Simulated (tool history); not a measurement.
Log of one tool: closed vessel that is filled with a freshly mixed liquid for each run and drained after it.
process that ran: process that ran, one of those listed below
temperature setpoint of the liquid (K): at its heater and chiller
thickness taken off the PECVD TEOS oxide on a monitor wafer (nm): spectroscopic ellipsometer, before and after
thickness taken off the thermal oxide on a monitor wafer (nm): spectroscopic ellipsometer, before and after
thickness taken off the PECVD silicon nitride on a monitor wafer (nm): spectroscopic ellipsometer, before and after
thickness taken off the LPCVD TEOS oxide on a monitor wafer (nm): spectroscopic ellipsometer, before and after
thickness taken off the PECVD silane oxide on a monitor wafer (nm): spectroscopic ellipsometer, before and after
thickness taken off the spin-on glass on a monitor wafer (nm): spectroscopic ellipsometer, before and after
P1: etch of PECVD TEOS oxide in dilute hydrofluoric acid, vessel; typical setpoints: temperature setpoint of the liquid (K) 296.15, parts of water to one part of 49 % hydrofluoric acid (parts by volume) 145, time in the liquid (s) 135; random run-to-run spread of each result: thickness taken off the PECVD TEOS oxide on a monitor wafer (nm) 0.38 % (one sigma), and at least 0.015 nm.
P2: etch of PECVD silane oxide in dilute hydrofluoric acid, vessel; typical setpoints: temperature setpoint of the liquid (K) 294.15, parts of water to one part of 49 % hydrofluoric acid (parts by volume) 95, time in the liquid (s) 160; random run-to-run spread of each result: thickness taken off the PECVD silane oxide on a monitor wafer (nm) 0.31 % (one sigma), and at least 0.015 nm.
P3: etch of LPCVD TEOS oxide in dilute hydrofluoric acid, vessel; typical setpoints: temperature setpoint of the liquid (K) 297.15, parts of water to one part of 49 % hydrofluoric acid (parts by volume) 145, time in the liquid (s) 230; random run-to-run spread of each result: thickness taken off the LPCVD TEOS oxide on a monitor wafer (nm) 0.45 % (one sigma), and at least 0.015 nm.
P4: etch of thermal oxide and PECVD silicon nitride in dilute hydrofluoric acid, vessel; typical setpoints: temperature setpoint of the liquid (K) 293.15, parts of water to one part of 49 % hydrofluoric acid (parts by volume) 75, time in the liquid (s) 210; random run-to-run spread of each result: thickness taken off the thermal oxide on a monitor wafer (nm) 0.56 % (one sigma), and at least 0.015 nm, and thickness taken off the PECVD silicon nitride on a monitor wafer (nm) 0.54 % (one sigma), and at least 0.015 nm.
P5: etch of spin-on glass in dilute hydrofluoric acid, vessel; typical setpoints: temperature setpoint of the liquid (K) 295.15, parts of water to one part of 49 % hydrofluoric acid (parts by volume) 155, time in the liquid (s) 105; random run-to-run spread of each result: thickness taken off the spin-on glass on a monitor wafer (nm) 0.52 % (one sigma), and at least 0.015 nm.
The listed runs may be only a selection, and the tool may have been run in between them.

run,hour,process that ran,temperature setpoint of the liquid (K),parts of water to one part of 49 % hydrofluoric acid (parts by volume),time in the liquid (s),hours since the thermometer was replaced,hours since the hydrofluoric acid flow meter was replaced,thickness taken off the PECVD TEOS oxide on a monitor wafer (nm),thickness taken off the thermal oxide on a monitor wafer (nm),thickness taken off the PECVD silicon nitride on a monitor wafer (nm),thickness taken off the LPCVD TEOS oxide on a monitor wafer (nm),thickness taken off the PECVD silane oxide on a monitor wafer (nm),thickness taken off the spin-on glass on a monitor wafer (nm)
1,6.7,P1,296.15,145,135,704.4,1394.0,8.8718,,,,,
2,16.4,P4,293.15,110,210,714.1,1403.7,,7.2829,3.6569,,,
3,22.3,P3,297.15,145,230,720.0,1409.6,,,,43.394,,
4,31.2,P2,294.15,95,160,728.9,1418.5,,,,,27.0960,
5,39.5,P4,293.15,75,320,737.2,1426.8,,16.9730,8.1122,,,
6,46.2,P3,292.65,145,230,743.9,1433.5,,,,36.121,,
7,58.5,P3,297.15,30,230,756.2,1445.8,,,,241.300,,
8,66.8,P3,297.15,145,100,764.5,1454.1,,,,18.963,,
9,75.0,P1,301.15,145,135,772.7,1462.3,10.7290,,,,,
10,87.6,P4,293.15,75,210,785.3,1474.9,,11.2400,5.3513,,,
11,97.8,P1,296.15,145,135,795.5,1485.1,8.9577,,,,,
12,104.5,P1,296.15,245,135,802.2,1491.8,4.7186,,,,,
13,113.1,P1,296.15,145,135,810.8,1500.4,8.9093,,,,,
14,124.9,P1,290.15,145,135,822.6,1512.2,7.0594,,,,,
15,131.2,P2,294.15,95,160,828.9,1518.5,,,,,27.0750,
16,139.7,P2,299.15,95,160,837.4,1527.0,,,,,32.9760,
17,150.1,P1,296.15,145,195,847.8,1537.4,12.8580,,,,,
18,159.1,P5,295.15,155,105,856.8,1546.4,,,,,,32.047
19,170.3,P1,296.15,145,135,868.0,1557.6,8.9763,,,,,
20,179.2,P3,297.15,145,230,876.9,1566.5,,,,43.065,,
21,186.9,P1,296.15,30,135,884.6,1574.2,49.4050,,,,,
22,194.0,P4,290.15,75,210,891.7,1581.3,,9.8112,4.2992,,,
23,205.4,P1,296.15,145,45,903.1,1592.7,2.9654,,,,,
24,213.5,P5,302.65,155,105,911.2,1600.8,,,,,,42.196
25,225.5,P4,293.15,75,210,923.2,1612.8,,11.1520,5.3683,,,
26,235.1,P5,295.15,255,105,932.8,1622.4,,,,,,17.567
27,245.0,P5,295.15,155,165,942.7,1632.3,,,,,,50.219
28,256.3,P2,294.15,95,40,954.0,1643.6,,,,,6.7964,
29,263.0,P5,295.15,155,105,960.7,1650.3,,,,,,31.905
30,271.7,P1,296.15,145,135,969.4,1659.0,8.9651,,,,,
31,283.2,P1,302.65,45,135,980.9,1670.5,42.2280,,,,,
32,292.6,P2,294.15,170,160,990.3,1679.9,,,,,13.9830,
33,304.4,P1,296.15,145,135,1002.1,1691.7,8.9089,,,,,
34,311.7,P1,296.15,145,135,1009.4,1699.0,9.0747,,,,,
35,324.2,P1,296.15,145,135,1021.9,1711.5,9.4174,,,,,
36,333.5,P1,296.15,145,135,1031.2,1720.8,9.4654,,,,,
37,339.3,P1,296.15,145,135,1037.0,1726.6,9.4895,,,,,
38,350.2,P1,296.15,145,135,1047.9,1737.5,9.5496,,,,,
39,360.1,P1,296.15,145,135,1057.8,1747.4,9.6010,,,,,
40,366.3,P1,296.15,145,135,1064.0,1753.6,9.5932,,,,,
41,375.4,P1,296.15,145,135,1073.1,1762.7,9.5851,,,,,
42,387.3,P1,296.15,145,135,1085.0,1774.6,9.5411,,,,,

P1 has crept away from where it was. The log is fitted equally well by each of these 2 causes, at the sizes shown:
A: hydrofluoric acid flow above the setpoint (%) = 6.76
B: liquid hotter than its thermometer reads (K) = 1.98
The process output started creeping at around hour 304.4.

Question marks stand in for the results of the 4 check runs listed below, each run on one wafer. Under which run would the listed causes show clearly different results?
check 1,399.2,P3,297.15,145,230,,,,,,?,,
check 2,399.2,P5,295.15,155,105,,,,,,,,?
check 3,399.2,P4,293.15,75,210,,,,?,?,,,
check 4,399.2,P2,294.15,95,160,,,,,,,?,

Check results expected under each cause:
check,result,if A,if B
check 1,thickness taken off the LPCVD TEOS oxide on a monitor wafer (nm),46.689,46.650
check 2,thickness taken off the spin-on glass on a monitor wafer (nm),34.465,34.470
check 3,thickness taken off the thermal oxide on a monitor wafer (nm),12.0020,12.1350
check 3,thickness taken off the PECVD silicon nitride on a monitor wafer (nm),5.6673,6.0859
check 4,thickness taken off the PECVD silane oxide on a monitor wafer (nm),29.0630,29.2880
How far apart the two closest causes lie, in the result that separates them most: check 1 0.08 %; check 2 0.01 %; check 3 7.13 %; check 4 0.77 %
Only in check 3 would the causes give clearly different results; in the remaining checks their results would be nearly the same.

After running check 3, the following was obtained: thickness taken off the thermal oxide on a monitor wafer (nm) 12.0210; thickness taken off the PECVD silicon nitride on a monitor wafer (nm) 6.0556. Which cause does this point to?

The cause is B: liquid hotter than its thermometer reads (K).

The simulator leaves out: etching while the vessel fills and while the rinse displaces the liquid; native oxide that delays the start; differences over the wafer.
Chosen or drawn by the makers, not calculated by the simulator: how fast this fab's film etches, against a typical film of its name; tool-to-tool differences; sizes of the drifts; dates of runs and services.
